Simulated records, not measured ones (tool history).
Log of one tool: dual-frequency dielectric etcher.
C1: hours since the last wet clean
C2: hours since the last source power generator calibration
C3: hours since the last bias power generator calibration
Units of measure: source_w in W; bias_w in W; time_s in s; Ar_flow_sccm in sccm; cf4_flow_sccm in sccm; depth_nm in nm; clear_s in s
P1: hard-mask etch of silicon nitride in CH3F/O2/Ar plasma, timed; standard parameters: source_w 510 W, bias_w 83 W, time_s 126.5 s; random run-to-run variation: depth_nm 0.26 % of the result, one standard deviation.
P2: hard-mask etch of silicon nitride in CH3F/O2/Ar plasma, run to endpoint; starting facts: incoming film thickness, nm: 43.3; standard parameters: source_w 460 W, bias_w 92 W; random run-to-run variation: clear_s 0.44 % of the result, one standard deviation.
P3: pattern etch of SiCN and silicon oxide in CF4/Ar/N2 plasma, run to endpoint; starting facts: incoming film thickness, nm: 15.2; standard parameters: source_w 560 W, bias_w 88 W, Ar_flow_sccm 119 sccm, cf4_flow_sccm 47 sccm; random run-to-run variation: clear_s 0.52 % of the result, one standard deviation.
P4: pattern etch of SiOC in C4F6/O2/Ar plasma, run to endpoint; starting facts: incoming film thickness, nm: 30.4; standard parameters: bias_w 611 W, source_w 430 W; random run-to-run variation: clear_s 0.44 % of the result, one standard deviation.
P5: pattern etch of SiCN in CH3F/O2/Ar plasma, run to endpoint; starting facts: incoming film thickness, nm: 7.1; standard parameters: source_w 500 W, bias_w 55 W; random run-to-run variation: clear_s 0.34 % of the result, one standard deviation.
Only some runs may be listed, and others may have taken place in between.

Run 1, day 0.638: process P1, source_w 510 W, bias_w 83 W, time_s 126.5 s; C1 117; C2 1768.6; C3 469. Result: depth_nm 103.58 nm.
Run 2, day 1.196: process P1, source_w 510 W, bias_w 103 W, time_s 182.5 s; C1 130.4; C2 1782; C3 482.4. Result: depth_nm 161.08 nm.
Run 3, day 1.6: process P1, source_w 370 W, bias_w 83 W, time_s 126.5 s; C1 140.1; C2 1791.7; C3 492.1. Result: depth_nm 91.313 nm.
Run 4, day 2.054: process P1, source_w 510 W, bias_w 83 W, time_s 126.5 s; C1 151; C2 1802.6; C3 503. Result: depth_nm 103.39 nm.
Run 5, day 2.621: process P4, source_w 430 W, bias_w 611 W; C1 164.6; C2 1816.2; C3 516.6. Result: clear_s 9.3534 s.
Run 6, day 3.121: process P1, source_w 510 W, bias_w 83 W, time_s 126.5 s; C1 176.6; C2 1828.2; C3 528.6. Result: depth_nm 102.81 nm.
Run 7, day 3.462: process P2, source_w 460 W, bias_w 122 W; C1 184.8; C2 1836.4; C3 536.8. Result: clear_s 48.418 s.
Run 8, day 4.05: process P1, source_w 510 W, bias_w 83 W, time_s 126.5 s; C1 198.9; C2 1850.5; C3 550.9. Result: depth_nm 103.73 nm.
Run 9, day 4.638: process P3, source_w 560 W, bias_w 88 W, Ar_flow_sccm 119 sccm, cf4_flow_sccm 47 sccm; C1 213; C2 1864.6; C3 565. Result: clear_s 14.65 s.
Run 10, day 5.146: process P2, source_w 260 W, bias_w 92 W; C1 225.2; C2 1876.8; C3 577.2. Result: clear_s 66.316 s.
Run 11, day 5.692: process P5, source_w 380 W, bias_w 55 W; C1 238.3; C2 1889.9; C3 590.3. Result: clear_s 21.627 s.
Run 12, day 6.054: process P1, source_w 510 W, bias_w 83 W, time_s 126.5 s; C1 247; C2 1898.6; C3 599. Result: depth_nm 103.14 nm.
Run 13, day 6.75: process P1, source_w 690 W, bias_w 83 W, time_s 126.5 s; C1 263.7; C2 1915.3; C3 615.7. Result: depth_nm 116.14 nm.
Run 14, day 7.112: process P3, source_w 560 W, bias_w 88 W, Ar_flow_sccm 119 sccm, cf4_flow_sccm 27 sccm; C1 272.4; C2 1924; C3 624.4. Result: clear_s 16.149 s.
Run 15, day 7.783: process P5, source_w 500 W, bias_w 55 W; C1 288.5; C2 1940.1; C3 640.5. Result: clear_s 19.485 s.
Run 16, day 8.454: process P3, source_w 560 W, bias_w 57 W, Ar_flow_sccm 119 sccm, cf4_flow_sccm 47 sccm; C1 304.6; C2 1956.2; C3 656.6. Result: clear_s 17.19 s.
Run 17, day 8.796: process P3, source_w 560 W, bias_w 88 W, Ar_flow_sccm 162 sccm, cf4_flow_sccm 47 sccm; C1 312.8; C2 1964.4; C3 664.8. Result: clear_s 15.579 s.
Run 18, day 9.512: process P1, source_w 510 W, bias_w 103 W, time_s 126.5 s; C1 330; C2 1981.6; C3 682. Result: depth_nm 111.63 nm.
Run 19, day 10.071: process P1, source_w 510 W, bias_w 83 W, time_s 126.5 s; C1 343.4; C2 1995; C3 695.4. Result: depth_nm 103.11 nm.
Run 20, day 10.675: process P1, source_w 510 W, bias_w 54 W, time_s 126.5 s; C1 357.9; C2 2009.5; C3 709.9. Result: depth_nm 90.112 nm.
Run 21, day 11.129: process P5, source_w 500 W, bias_w 77 W; C1 368.8; C2 2020.4; C3 720.8. Result: clear_s 17.429 s.
Run 22, day 11.788: process P1, source_w 510 W, bias_w 83 W, time_s 97 s; C1 384.6; C2 2036.2; C3 736.6. Result: depth_nm 79.371 nm.
Run 23, day 12.271: process P3, source_w 790 W, bias_w 88 W, Ar_flow_sccm 119 sccm, cf4_flow_sccm 47 sccm; C1 396.2; C2 2047.8; C3 748.2. Result: clear_s 10.887 s.
Run 24, day 12.996: process P1, source_w 320 W, bias_w 83 W, time_s 69.5 s; C1 413.6; C2 2065.2; C3 765.6. Result: depth_nm 47.68 nm.
Run 25, day 13.371: process P4, source_w 430 W, bias_w 611 W; C1 422.6; C2 2074.2; C3 774.6. Result: clear_s 9.3354 s.
Run 26, day 14.029: process P4, source_w 300 W, bias_w 611 W; C1 438.4; C2 2090; C3 790.4. Result: clear_s 10.698 s.
Run 27, day 14.504: process P5, source_w 500 W, bias_w 55 W; C1 449.8; C2 2101.4; C3 801.8. Result: clear_s 19.504 s.
Run 28, day 14.842: process P1, source_w 510 W, bias_w 83 W, time_s 174 s; C1 457.9; C2 2109.5; C3 809.9. Result: depth_nm 142.77 nm.
Run 29, day 15.504: process P4, source_w 430 W, bias_w 495 W; C1 473.8; C2 2125.4; C3 825.8. Result: clear_s 10.03 s.
Run 30, day 16.062: process P2, source_w 460 W, bias_w 92 W; C1 487.2; C2 2138.8; C3 839.2. Result: clear_s 53.926 s.
Run 31, day 16.588: process P1, source_w 510 W, bias_w 83 W, time_s 126.5 s; C1 499.8; C2 2151.4; C3 851.8. Result: depth_nm 103.54 nm.
Run 32, day 17.121: process P1, source_w 510 W, bias_w 83 W, time_s 126.5 s; C1 512.6; C2 2164.2; C3 864.6. Result: depth_nm 102.85 nm.
Run 33, day 17.538: process P1, source_w 510 W, bias_w 83 W, time_s 126.5 s; C1 522.6; C2 2174.2; C3 874.6. Result: depth_nm 102.48 nm.
Run 34, day 17.888: process P1, source_w 510 W, bias_w 83 W, time_s 126.5 s; C1 531; C2 2182.6; C3 883. Result: depth_nm 102.11 nm.
Run 35, day 18.262: process P1, source_w 510 W, bias_w 83 W, time_s 126.5 s; C1 540; C2 2191.6; C3 892. Result: depth_nm 101.23 nm.
Run 36, day 18.625: process P1, source_w 510 W, bias_w 83 W, time_s 126.5 s; C1 548.7; C2 2200.3; C3 900.7. Result: depth_nm 102.02 nm.

The next listed run, before its measurement:
At day 18.7: wet clean of the chamber.
Run 37, day 19.304: process P1, source_w 510 W, bias_w 83 W, time_s 126.5 s; C1 14.6; C2 2216.6; C3 917. Result: depth_nm ?.

Run 37 gave depth_nm 101.72 nm.

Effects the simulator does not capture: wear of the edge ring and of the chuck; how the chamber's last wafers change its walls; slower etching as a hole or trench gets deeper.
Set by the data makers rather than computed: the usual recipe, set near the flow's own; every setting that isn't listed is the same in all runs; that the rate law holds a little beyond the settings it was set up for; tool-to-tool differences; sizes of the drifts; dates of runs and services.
